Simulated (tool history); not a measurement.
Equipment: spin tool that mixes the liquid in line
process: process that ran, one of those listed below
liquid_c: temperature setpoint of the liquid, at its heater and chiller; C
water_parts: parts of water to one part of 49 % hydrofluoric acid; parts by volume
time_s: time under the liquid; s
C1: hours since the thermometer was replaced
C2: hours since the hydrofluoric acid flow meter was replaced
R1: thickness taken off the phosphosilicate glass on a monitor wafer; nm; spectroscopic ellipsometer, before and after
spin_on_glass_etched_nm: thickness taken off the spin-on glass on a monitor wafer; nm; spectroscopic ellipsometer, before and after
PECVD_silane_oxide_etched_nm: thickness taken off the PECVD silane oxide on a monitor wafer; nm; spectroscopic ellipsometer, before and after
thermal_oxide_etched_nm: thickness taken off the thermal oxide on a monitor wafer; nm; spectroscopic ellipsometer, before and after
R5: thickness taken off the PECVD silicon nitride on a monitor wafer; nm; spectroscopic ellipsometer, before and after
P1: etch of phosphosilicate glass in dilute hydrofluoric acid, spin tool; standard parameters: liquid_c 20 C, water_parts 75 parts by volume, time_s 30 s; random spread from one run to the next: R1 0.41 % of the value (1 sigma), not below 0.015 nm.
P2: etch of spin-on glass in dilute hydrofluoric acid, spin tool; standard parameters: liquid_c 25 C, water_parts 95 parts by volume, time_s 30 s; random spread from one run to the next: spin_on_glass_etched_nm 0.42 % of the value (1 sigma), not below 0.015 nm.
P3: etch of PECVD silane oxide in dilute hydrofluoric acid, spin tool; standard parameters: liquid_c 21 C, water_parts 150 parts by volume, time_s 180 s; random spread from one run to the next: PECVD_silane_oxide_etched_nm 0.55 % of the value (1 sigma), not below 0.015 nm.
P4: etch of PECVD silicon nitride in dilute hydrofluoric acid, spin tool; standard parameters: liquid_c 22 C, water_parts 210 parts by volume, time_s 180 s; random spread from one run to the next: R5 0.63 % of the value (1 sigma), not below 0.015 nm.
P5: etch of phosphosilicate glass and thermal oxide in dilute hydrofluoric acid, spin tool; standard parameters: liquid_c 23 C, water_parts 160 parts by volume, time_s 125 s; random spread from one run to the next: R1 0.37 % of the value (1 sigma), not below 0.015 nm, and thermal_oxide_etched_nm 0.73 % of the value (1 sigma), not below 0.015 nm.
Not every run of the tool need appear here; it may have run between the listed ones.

run 1 hour=6.1 | process=P1 liquid_c=20 water_parts=75 time_s=30 | C1=554.5 C2=246.3 | R1=39.569
run 2 hour=11.3 | process=P2 liquid_c=18.5 water_parts=95 time_s=30 | C1=559.7 C2=251.5 | spin_on_glass_etched_nm=8.1551
run 3 hour=20.8 | process=P3 liquid_c=21 water_parts=80 time_s=180 | C1=569.2 C2=261 | PECVD_silane_oxide_etched_nm=41.597
run 4 hour=27.7 | process=P3 liquid_c=29 water_parts=150 time_s=180 | C1=576.1 C2=267.9 | PECVD_silane_oxide_etched_nm=27.208
run 5 hour=34.4 | process=P1 liquid_c=20 water_parts=75 time_s=15 | C1=582.8 C2=274.6 | R1=19.755
run 6 hour=41.7 | process=P5 liquid_c=23 water_parts=60 time_s=125 | C1=590.1 C2=281.9 | R1=148.23 thermal_oxide_etched_nm=9.4222
run 7 hour=48.5 | process=P1 liquid_c=20 water_parts=35 time_s=30 | C1=596.9 C2=288.7 | R1=88.844
run 8 hour=54.5 | process=P3 liquid_c=21 water_parts=150 time_s=180 | C1=602.9 C2=294.7 | PECVD_silane_oxide_etched_nm=20.202
-- hour=59.2 hydrofluoric acid flow meter replaced
run 9 hour=60.3 | process=P2 liquid_c=25 water_parts=95 time_s=15 | C1=608.7 C2=1.2 | spin_on_glass_etched_nm=5.24
run 10 hour=69.4 | process=P3 liquid_c=21 water_parts=150 time_s=260 | C1=617.8 C2=10.3 | PECVD_silane_oxide_etched_nm=29.24
run 11 hour=78.6 | process=P1 liquid_c=20 water_parts=75 time_s=30 | C1=627 C2=19.5 | R1=39.907
run 12 hour=84 | process=P4 liquid_c=30.5 water_parts=210 time_s=180 | C1=632.4 C2=24.9 | R5=6.1466
run 13 hour=91.1 | process=P1 liquid_c=20 water_parts=75 time_s=50 | C1=639.5 C2=32 | R1=66.2
run 14 hour=100.8 | process=P1 liquid_c=20 water_parts=75 time_s=30 | C1=649.2 C2=41.7 | R1=39.342
run 15 hour=110.4 | process=P5 liquid_c=23 water_parts=160 time_s=15 | C1=658.8 C2=51.3 | R1=5.8951 thermal_oxide_etched_nm=0.39374
run 16 hour=119.9 | process=P2 liquid_c=25 water_parts=30 time_s=30 | C1=668.3 C2=60.8 | spin_on_glass_etched_nm=36.486
run 17 hour=129.6 | process=P5 liquid_c=23 water_parts=160 time_s=125 | C1=678 C2=70.5 | R1=49.422 thermal_oxide_etched_nm=3.1203
run 18 hour=139.9 | process=P2 liquid_c=25 water_parts=95 time_s=30 | C1=688.3 C2=80.8 | spin_on_glass_etched_nm=10.635
-- hour=145.9 thermometer replaced
run 19 hour=146.3 | process=P1 liquid_c=20 water_parts=105 time_s=15 | C1=0.4 C2=87.2 | R1=13.711
run 20 hour=153.2 | process=P5 liquid_c=27 water_parts=160 time_s=125 | C1=7.3 C2=94.1 | R1=57.36 thermal_oxide_etched_nm=3.589
run 21 hour=160.4 | process=P1 liquid_c=17 water_parts=75 time_s=30 | C1=14.5 C2=101.3 | R1=35.014
run 22 hour=165.5 | process=P4 liquid_c=22 water_parts=210 time_s=95 | C1=19.6 C2=106.4 | R5=1.949
run 23 hour=174.7 | process=P4 liquid_c=22 water_parts=210 time_s=180 | C1=28.8 C2=115.6 | R5=3.6864
run 24 hour=184.2 | process=P1 liquid_c=20 water_parts=75 time_s=30 | C1=38.3 C2=125.1 | R1=39.577
run 25 hour=190.9 | process=P1 liquid_c=20 water_parts=75 time_s=30 | C1=45 C2=131.8 | R1=40.055
run 26 hour=197.8 | process=P1 liquid_c=20 water_parts=75 time_s=30 | C1=51.9 C2=138.7 | R1=39.692
run 27 hour=206.6 | process=P4 liquid_c=22 water_parts=340 time_s=180 | C1=60.7 C2=147.5 | R5=2.2615
run 28 hour=215.5 | process=P1 liquid_c=20 water_parts=75 time_s=30 | C1=69.6 C2=156.4 | R1=39.833
run 29 hour=223.4 | process=P1 liquid_c=26.5 water_parts=75 time_s=30 | C1=77.5 C2=164.3 | R1=51.392
run 30 hour=233.1 | process=P5 liquid_c=23 water_parts=160 time_s=125 | C1=87.2 C2=174 | R1=49.576 thermal_oxide_etched_nm=3.1341
run 31 hour=242.9 | process=P1 liquid_c=20 water_parts=120 time_s=30 | C1=97 C2=183.8 | R1=23.726
run 32 hour=252.4 | process=P3 liquid_c=21 water_parts=150 time_s=180 | C1=106.5 C2=193.3 | PECVD_silane_oxide_etched_nm=20.351

Estimate the outcome of run 33 from the log above:
run 33 hour=262 | process=P1 liquid_c=20 water_parts=75 time_s=30 | C1=116.1 C2=202.9 | R1=?

Logged for run 33: R1 39.611 nm.
